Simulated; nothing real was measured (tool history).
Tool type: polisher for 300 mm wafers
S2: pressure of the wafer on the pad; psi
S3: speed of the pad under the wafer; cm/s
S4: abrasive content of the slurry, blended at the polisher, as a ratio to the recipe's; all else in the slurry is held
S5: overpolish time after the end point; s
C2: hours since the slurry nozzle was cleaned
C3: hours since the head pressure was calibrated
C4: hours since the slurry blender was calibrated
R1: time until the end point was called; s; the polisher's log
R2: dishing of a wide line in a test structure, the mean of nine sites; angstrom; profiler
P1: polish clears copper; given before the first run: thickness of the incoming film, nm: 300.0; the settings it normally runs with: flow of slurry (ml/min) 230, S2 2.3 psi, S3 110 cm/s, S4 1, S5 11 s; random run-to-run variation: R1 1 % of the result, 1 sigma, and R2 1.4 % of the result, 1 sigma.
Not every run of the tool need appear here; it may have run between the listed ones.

Run 1, day 0.262: flow of slurry (ml/min) 230, S2 2.3 psi, S3 110 cm/s, S4 1, S5 11 s; wafers polished on this pad 575; C2 180.7; C3 649.9; C4 304.3. Result: R1 142.92 s, R2 168.57 angstrom.
Run 2, day 0.542: flow of slurry (ml/min) 230, S2 2.3 psi, S3 172 cm/s, S4 1, S5 11 s; wafers polished on this pad 605; C2 187.4; C3 656.6; C4 311. Result: R1 91.911 s, R2 247.1 angstrom.
Run 3, day 0.95: flow of slurry (ml/min) 230, S2 2.3 psi, S3 110 cm/s, S4 1, S5 3 s; wafers polished on this pad 650; C2 197.2; C3 666.4; C4 320.8. Result: R1 144.8 s, R2 48.923 angstrom.
Run 4, day 1.158: flow of slurry (ml/min) 230, S2 2.3 psi, S3 110 cm/s, S4 1, S5 11 s; wafers polished on this pad 672; C2 202.2; C3 671.4; C4 325.8. Result: R1 142.74 s, R2 170.27 angstrom.
Run 5, day 1.408: flow of slurry (ml/min) 230, S2 3.1 psi, S3 110 cm/s, S4 1, S5 11 s; wafers polished on this pad 700; C2 208.2; C3 677.4; C4 331.8. Result: R1 107.14 s, R2 227.55 angstrom.
Run 6, day 1.7: flow of slurry (ml/min) 230, S2 2.3 psi, S3 56 cm/s, S4 1, S5 11 s; wafers polished on this pad 731; C2 215.2; C3 684.4; C4 338.8. Result: R1 285.93 s, R2 89.998 angstrom.
Run 7, day 1.9: flow of slurry (ml/min) 230, S2 1.2 psi, S3 110 cm/s, S4 1.4, S5 11 s; wafers polished on this pad 753; C2 220; C3 689.2; C4 343.6. Result: R1 257.41 s, R2 98.573 angstrom.
Run 8, day 2.333: flow of slurry (ml/min) 230, S2 2.3 psi, S3 110 cm/s, S4 1.3, S5 11 s; wafers polished on this pad 800; C2 230.4; C3 699.6; C4 354. Result: R1 135.2 s, R2 177.86 angstrom.
At day 2.554: slurry nozzle cleaned.
Run 9, day 2.725: flow of slurry (ml/min) 230, S2 2.3 psi, S3 110 cm/s, S4 0.5, S5 11 s; wafers polished on this pad 843; C2 4.1; C3 709; C4 363.4. Result: R1 166 s, R2 149.69 angstrom.
At day 2.862: head pressure recalibrated.
Run 10, day 3.162: flow of slurry (ml/min) 325, S2 2.3 psi, S3 110 cm/s, S4 1, S5 11 s; wafers polished on this pad 891; C2 14.6; C3 7.2; C4 373.9. Result: R1 142.54 s, R2 178.31 angstrom.
Run 11, day 3.483: flow of slurry (ml/min) 230, S2 2.3 psi, S3 110 cm/s, S4 1, S5 11 s; wafers polished on this pad 926; C2 22.3; C3 14.9; C4 381.6. Result: R1 144.54 s, R2 174 angstrom.
Run 12, day 3.892: flow of slurry (ml/min) 140, S2 2.3 psi, S3 110 cm/s, S4 1, S5 11 s; wafers polished on this pad 970; C2 32.1; C3 24.7; C4 391.4. Result: R1 156.44 s, R2 158.69 angstrom.
Run 13, day 4.288: flow of slurry (ml/min) 230, S2 1 psi, S3 110 cm/s, S4 1, S5 11 s; wafers polished on this pad 1013; C2 41.6; C3 34.2; C4 400.9. Result: R1 327.82 s, R2 78.007 angstrom.

What will run 14 give?
Run 14, day 4.496: flow of slurry (ml/min) 230, S2 2.3 psi, S3 110 cm/s, S4 1, S5 11 s; wafers polished on this pad 1036; C2 46.6; C3 39.2; C4 405.9. Result: R1 ?, R2 ?.

Run 14 came out at R1 144.27 s, R2 169.92 angstrom.

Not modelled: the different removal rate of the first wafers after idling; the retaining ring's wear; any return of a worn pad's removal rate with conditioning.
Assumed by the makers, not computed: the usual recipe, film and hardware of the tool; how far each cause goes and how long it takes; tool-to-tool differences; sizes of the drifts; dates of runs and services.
